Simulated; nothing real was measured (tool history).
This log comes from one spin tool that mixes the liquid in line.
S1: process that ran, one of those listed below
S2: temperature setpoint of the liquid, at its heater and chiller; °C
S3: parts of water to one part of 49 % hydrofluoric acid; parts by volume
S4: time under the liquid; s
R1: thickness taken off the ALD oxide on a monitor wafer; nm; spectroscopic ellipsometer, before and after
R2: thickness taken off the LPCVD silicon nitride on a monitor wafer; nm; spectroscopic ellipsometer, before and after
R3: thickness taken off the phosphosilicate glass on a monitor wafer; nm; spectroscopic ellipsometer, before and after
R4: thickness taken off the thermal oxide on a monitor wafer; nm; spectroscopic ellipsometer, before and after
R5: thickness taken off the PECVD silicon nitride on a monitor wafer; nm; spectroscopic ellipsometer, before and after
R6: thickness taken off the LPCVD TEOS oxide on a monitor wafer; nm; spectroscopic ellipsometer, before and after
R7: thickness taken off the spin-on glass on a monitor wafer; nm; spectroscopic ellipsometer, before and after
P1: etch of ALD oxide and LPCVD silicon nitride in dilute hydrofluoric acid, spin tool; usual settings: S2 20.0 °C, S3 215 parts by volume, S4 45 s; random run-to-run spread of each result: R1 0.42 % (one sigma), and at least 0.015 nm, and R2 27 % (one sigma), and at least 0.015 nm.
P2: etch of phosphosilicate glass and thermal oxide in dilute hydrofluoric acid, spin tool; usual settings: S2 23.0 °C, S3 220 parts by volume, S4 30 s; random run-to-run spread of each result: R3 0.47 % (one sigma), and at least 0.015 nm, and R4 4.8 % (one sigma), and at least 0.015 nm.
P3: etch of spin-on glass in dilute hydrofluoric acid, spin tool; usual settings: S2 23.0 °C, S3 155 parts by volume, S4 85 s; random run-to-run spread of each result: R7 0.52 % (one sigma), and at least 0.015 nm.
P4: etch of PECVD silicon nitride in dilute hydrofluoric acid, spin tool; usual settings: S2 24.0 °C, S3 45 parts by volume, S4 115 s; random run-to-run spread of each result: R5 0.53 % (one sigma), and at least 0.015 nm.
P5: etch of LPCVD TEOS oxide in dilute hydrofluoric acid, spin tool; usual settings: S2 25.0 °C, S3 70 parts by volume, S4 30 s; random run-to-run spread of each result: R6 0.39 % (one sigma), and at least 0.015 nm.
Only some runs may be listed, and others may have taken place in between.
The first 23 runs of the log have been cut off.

run 24 day=14.150 | S1=P4 S2=24.0 S3=45 S4=15 | R5=1.6069
run 25 day=14.875 | S1=P5 S2=31.0 S3=70 S4=30 | R6=20.250
run 26 day=15.646 | S1=P1 S2=20.0 S3=215 S4=45 | R1=5.3493 R2=0.101140
run 27 day=16.054 | S1=P3 S2=23.0 S3=155 S4=85 | R7=25.971
run 28 day=16.825 | S1=P1 S2=20.0 S3=330 S4=70 | R1=4.9017 R2=0.076698
run 29 day=17.354 | S1=P4 S2=24.0 S3=45 S4=115 | R5=12.3420
run 30 day=17.942 | S1=P3 S2=19.0 S3=155 S4=85 | R7=21.881
run 31 day=18.392 | S1=P1 S2=20.0 S3=215 S4=45 | R1=5.4001 R2=0.125900
run 32 day=18.767 | S1=P5 S2=25.0 S3=105 S4=30 | R6=10.173
run 33 day=19.400 | S1=P5 S2=25.0 S3=70 S4=55 | R6=29.277

Expected results for the next run?
run 34 day=19.867 | S1=P1 S2=20.0 S3=215 S4=45 | R1=? R2=?

{"run 34": {"R1": 5.4005, "R2": 0.099541}}

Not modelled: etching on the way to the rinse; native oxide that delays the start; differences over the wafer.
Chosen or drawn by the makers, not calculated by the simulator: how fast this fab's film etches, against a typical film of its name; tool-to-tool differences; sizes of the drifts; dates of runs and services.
